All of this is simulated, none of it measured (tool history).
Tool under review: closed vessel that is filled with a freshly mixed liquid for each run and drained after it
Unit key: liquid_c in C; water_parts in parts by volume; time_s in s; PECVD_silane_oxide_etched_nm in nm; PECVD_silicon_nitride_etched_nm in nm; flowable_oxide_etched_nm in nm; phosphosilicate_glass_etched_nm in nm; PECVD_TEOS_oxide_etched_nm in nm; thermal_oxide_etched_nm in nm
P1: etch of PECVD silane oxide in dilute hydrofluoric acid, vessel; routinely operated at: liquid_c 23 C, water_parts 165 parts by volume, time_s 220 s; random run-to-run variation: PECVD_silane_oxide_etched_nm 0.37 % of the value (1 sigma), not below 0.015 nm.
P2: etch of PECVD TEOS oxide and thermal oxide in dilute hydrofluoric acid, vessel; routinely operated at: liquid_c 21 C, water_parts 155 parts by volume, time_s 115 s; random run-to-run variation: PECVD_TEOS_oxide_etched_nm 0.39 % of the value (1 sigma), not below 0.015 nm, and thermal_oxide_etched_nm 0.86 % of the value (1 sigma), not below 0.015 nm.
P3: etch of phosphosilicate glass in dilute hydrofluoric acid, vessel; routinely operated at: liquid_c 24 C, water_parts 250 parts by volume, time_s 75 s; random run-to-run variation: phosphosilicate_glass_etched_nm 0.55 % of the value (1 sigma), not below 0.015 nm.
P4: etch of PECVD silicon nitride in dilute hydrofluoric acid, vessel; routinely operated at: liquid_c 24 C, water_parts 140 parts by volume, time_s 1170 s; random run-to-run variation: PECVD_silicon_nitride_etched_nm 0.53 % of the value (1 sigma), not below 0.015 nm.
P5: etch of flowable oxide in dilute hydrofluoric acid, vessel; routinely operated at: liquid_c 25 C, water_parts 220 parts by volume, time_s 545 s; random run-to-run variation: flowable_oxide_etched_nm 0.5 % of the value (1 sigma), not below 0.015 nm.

run   hour  process  liquid_c  water_parts  time_s  hours since the thermometer was replaced  hours since the hydrofluoric acid flow meter was replaced  PECVD_silane_oxide_etched_nm  PECVD_silicon_nitride_etched_nm  flowable_oxide_etched_nm  phosphosilicate_glass_etched_nm  PECVD_TEOS_oxide_etched_nm  thermal_oxide_etched_nm
  1    9.8       P1        23          165     220                                    1358.9                                                     1111.2                        54.602
  2   26.4       P4        24          140    1170                                    1375.5                                                     1127.8                                                         46.062
  3   34.6       P5        25          220     545                                    1383.7                                                       1136                                                                                    58.65
  4   42.4       P1      17.5           60     220                                    1391.5                                                     1143.8                        135.47
  5   58.3       P3        24          250      75                                    1407.4                                                     1159.7                                                                                                                    25.383
  6   68.6       P1      29.5          165     220                                    1417.7                                                       1170                        69.734
  7   78.1       P1        23          165     375                                    1427.2                                                     1179.5                          93.1
  8   89.9       P2        21          155      60                                      1439                                                     1191.3                                                                                                                                                2.8551                   1.4981
  9   98.7       P2      28.5          155     115                                    1447.8                                                     1200.1                                                                                                                                                7.1933                   3.7779
 10  110.6       P1        23           75     220                                    1459.7                                                       1212                        133.61
 11  124.6       P1      26.5           95     220                                    1473.7                                                       1226                        118.46
 12  136.7       P1        23          165     220                                    1485.8                                                     1238.1                         54.88
 13  152.1       P5      31.5          220     545                                    1501.2                                                     1253.5                                                                                   74.034
 14    165       P3        24          365      75                                    1514.1                                                     1266.4                                                                                                                    15.547
 15  181.4       P5        25          120     545                                    1530.5                                                     1282.8                                                                                   119.81
 16  191.2       P1        17          165     220                                    1540.3                                                     1292.6                        43.144
 17  207.7       P4        24          140     430                                    1556.8                                                     1309.1                                                         16.837
 18  220.6       P1        23          165     220                                    1569.7                                                       1322                        54.811
 19  228.4       P2        21          155     115                                    1577.5                                                     1329.8                                                                                                                                                5.4343                   2.7958
 20  238.6       P1        23          275     220                                    1587.7                                                       1340                        29.273
 21  254.3       P1        23          165     220                                    1603.4                                                     1355.7                        54.603
 22  262.9       P5        25          220     145                                      1612                                                     1364.3                                                                                   15.751
 23  272.2       P3      30.5          250      75                                    1621.3                                                     1373.6                                                                                                                    31.988
 24  288.5       P1        23          165      30                                    1637.6                                                     1389.9                        7.5066
 25    297       P1        23          165     220                                    1646.1                                                     1398.4                        54.639
 26  311.2       P3        24          250      30                                    1660.3                                                     1412.6                                                                                                                    10.103
 27    326       P4        24          240    1170                                    1675.1                                                     1427.4                                                         27.193
 28  340.3       P4      28.5          140    1170                                    1689.4                                                     1441.7                                                         61.447
 29  347.6       P2        21           95     115                                    1696.7                                                       1449                                                                                                                                                9.4816                   4.9647
 30  362.3       P1        23          165     220                                    1711.4                                                     1463.7                        54.762
 31  373.8       P2        21          155     115                                    1722.9                                                     1475.2                                                                                                                                                5.3634                   2.8307
 32  389.6       P1        23          165     220                                    1738.7                                                       1491                        54.867
 33  402.5       P3        24          250      75                                    1751.6                                                     1503.9                                                                                                                    25.354
 34  417.3       P1        23          165     220                                    1766.4                                                     1518.7                        54.611
 35  427.3       P1        23          165     220                                    1776.4                                                     1528.7                        55.969
 36  436.2       P1        23          165     220                                    1785.3                                                     1537.6                        56.419
 37  448.4       P1        23          165     220                                    1797.5                                                     1549.8                        56.481
 38  455.6       P1        23          165     220                                    1804.7                                                       1557                        57.247
 39  465.8       P1        23          165     220                                    1814.9                                                     1567.2                        57.377
 40  479.9       P1        23          165     220                                      1829                                                     1581.3                         57.53
 41  489.6       P1        23          165     220                                    1838.7                                                       1591                        57.719
 42  500.2       P1        23          165     220                                    1849.3                                                     1601.6                        57.533
 43  508.8       P1        23          165     220                                    1857.9                                                     1610.2                        57.901
 44  524.9       P1        23          165     220                                      1874                                                     1626.3                        57.645
 45  532.7       P1        23          165     220                                    1881.8                                                     1634.1                        58.063

The log shows P1 creeping away from where it was. Any of the 2 causes listed here, at the size stated for it, fits the log just as well as the others:
A: liquid hotter than its thermometer reads (K) = 1.43
B: hydrofluoric acid flow above the setpoint (%) = 4.71
Onset of the creep was near hour 417.3.

Each of the 4 check runs below uses one wafer; its results are left as question marks. Which run tells the causes apart?
check 1  540.5       P4        24          140    1170                                                                                                                                                                   ?
check 2  540.5       P2        21          155     115                                                                                                                                                                                                                                                          ?                        ?
check 3  540.5       P3        24          250      75                                                                                                                                                                                                                              ?
check 4  540.5       P5        25          220     545                                                                                                                                                                                             ?

Predicted outcomes, by check and by cause:
  check                           result    if A    if B
check 1  PECVD_silicon_nitride_etched_nm  50.608  48.307
check 2       PECVD_TEOS_oxide_etched_nm  5.7386  5.7252
check 2          thermal_oxide_etched_nm  2.9929  2.9859
check 3  phosphosilicate_glass_etched_nm  26.699  26.882
check 4         flowable_oxide_etched_nm   62.16  62.509
Per check, the gap between the least separated pair of causes, taken in the result that splits them most: check 1 4.65 %; check 2 0.23 %; check 3 0.68 %; check 4 0.56 %
Of the check runs offered, only check 1 discriminates between the causes; the rest would read about the same regardless of which cause applies.

After running check 1, the following was obtained: PECVD_silicon_nitride_etched_nm 50.372 nm. Which cause does this point to?

It was cause A: liquid hotter than its thermometer reads (K).

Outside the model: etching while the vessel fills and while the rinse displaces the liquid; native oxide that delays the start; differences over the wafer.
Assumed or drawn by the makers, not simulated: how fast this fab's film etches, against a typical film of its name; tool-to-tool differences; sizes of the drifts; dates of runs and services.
